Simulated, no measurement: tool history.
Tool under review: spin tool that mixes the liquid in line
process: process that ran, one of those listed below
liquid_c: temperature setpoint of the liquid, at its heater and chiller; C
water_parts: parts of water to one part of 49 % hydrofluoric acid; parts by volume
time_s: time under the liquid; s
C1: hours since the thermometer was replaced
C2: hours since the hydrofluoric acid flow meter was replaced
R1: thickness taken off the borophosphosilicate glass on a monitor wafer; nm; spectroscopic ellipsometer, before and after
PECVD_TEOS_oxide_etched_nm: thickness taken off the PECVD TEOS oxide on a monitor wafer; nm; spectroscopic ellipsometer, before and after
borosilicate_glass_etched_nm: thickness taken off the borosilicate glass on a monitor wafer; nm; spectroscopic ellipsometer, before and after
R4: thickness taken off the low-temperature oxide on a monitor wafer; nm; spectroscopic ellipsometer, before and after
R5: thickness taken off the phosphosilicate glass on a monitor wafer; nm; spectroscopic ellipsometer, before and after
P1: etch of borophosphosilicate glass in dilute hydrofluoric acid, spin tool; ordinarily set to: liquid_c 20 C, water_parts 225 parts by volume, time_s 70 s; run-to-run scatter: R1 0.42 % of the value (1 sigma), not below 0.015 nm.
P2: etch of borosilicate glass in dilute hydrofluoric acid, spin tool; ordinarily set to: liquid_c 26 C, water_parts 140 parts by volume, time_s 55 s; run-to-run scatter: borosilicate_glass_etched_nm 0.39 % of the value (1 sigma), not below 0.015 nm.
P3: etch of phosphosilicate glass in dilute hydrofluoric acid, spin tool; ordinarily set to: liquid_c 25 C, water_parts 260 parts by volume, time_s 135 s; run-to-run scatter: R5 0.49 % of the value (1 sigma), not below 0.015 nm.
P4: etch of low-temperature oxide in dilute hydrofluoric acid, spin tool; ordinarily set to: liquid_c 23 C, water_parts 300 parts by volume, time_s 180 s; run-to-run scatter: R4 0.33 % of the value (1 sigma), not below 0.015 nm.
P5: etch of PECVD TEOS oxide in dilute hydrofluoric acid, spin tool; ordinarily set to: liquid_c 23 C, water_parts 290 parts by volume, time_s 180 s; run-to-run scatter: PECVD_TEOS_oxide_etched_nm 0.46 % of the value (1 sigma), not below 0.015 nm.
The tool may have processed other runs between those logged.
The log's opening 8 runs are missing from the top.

{"run": 9, "hour": 111.2, "process": "P5", "liquid_c": 28, "water_parts": 290, "time_s": 180, "C1": 1854.8, "C2": 395, "PECVD_TEOS_oxide_etched_nm": 7.0904}
{"run": 10, "hour": 126.9, "process": "P1", "liquid_c": 24.5, "water_parts": 225, "time_s": 70, "C1": 1870.5, "C2": 410.7, "R1": 11.655}
{"run": 11, "hour": 143.6, "process": "P4", "liquid_c": 23, "water_parts": 300, "time_s": 320, "C1": 1887.2, "C2": 427.4, "R4": 17.175}
{"run": 12, "hour": 152.9, "process": "P1", "liquid_c": 20, "water_parts": 225, "time_s": 30, "C1": 1896.5, "C2": 436.7, "R1": 4.1929}
{"run": 13, "hour": 162.7, "process": "P1", "liquid_c": 20, "water_parts": 225, "time_s": 70, "C1": 1906.3, "C2": 446.5, "R1": 9.7568}
{"run": 14, "hour": 176.6, "process": "P5", "liquid_c": 23, "water_parts": 290, "time_s": 35, "C1": 1920.2, "C2": 460.4, "PECVD_TEOS_oxide_etched_nm": 1.1645}
{"run": 15, "hour": 185.0, "process": "P4", "liquid_c": 23, "water_parts": 300, "time_s": 180, "C1": 1928.6, "C2": 468.8, "R4": 9.6215}
{"run": 16, "hour": 196.2, "process": "P3", "liquid_c": 32.5, "water_parts": 260, "time_s": 135, "C1": 1939.8, "C2": 480, "R5": 54.329}
{"run": 17, "hour": 210.0, "process": "P5", "liquid_c": 23, "water_parts": 140, "time_s": 180, "C1": 1953.6, "C2": 493.8, "PECVD_TEOS_oxide_etched_nm": 14.616}
{"run": 18, "hour": 227.1, "process": "P3", "liquid_c": 25, "water_parts": 260, "time_s": 20, "C1": 1970.7, "C2": 510.9, "R5": 6.2152}
{"run": 19, "hour": 241.1, "process": "P3", "liquid_c": 25, "water_parts": 475, "time_s": 135, "C1": 1984.7, "C2": 524.9, "R5": 18.769}
{"run": 20, "hour": 252.9, "process": "P4", "liquid_c": 23, "water_parts": 300, "time_s": 180, "C1": 1996.5, "C2": 536.7, "R4": 9.6022}
{"run": 21, "hour": 268.7, "process": "P1", "liquid_c": 20, "water_parts": 45, "time_s": 70, "C1": 2012.3, "C2": 552.5, "R1": 59.636}
{"run": 22, "hour": 279.6, "process": "P1", "liquid_c": 20, "water_parts": 320, "time_s": 30, "C1": 2023.2, "C2": 563.4, "R1": 2.702}
{"run": 23, "hour": 295.8, "process": "P2", "liquid_c": 26, "water_parts": 220, "time_s": 55, "C1": 2039.4, "C2": 579.6, "borosilicate_glass_etched_nm": 11.177}
{"run": 24, "hour": 307.1, "process": "P4", "liquid_c": 17, "water_parts": 300, "time_s": 180, "C1": 2050.7, "C2": 590.9, "R4": 7.7476}
{"run": 25, "hour": 321.2, "process": "P1", "liquid_c": 20, "water_parts": 345, "time_s": 70, "C1": 2064.8, "C2": 605, "R1": 5.7353}

Run 26 has not been measured yet. What should we expect?
{"run": 26, "hour": 334.7, "process": "P1", "liquid_c": 17, "water_parts": 300, "time_s": 70, "C1": 2078.3, "C2": 618.5, "R1": "?"}

R1: 6.1542 nm
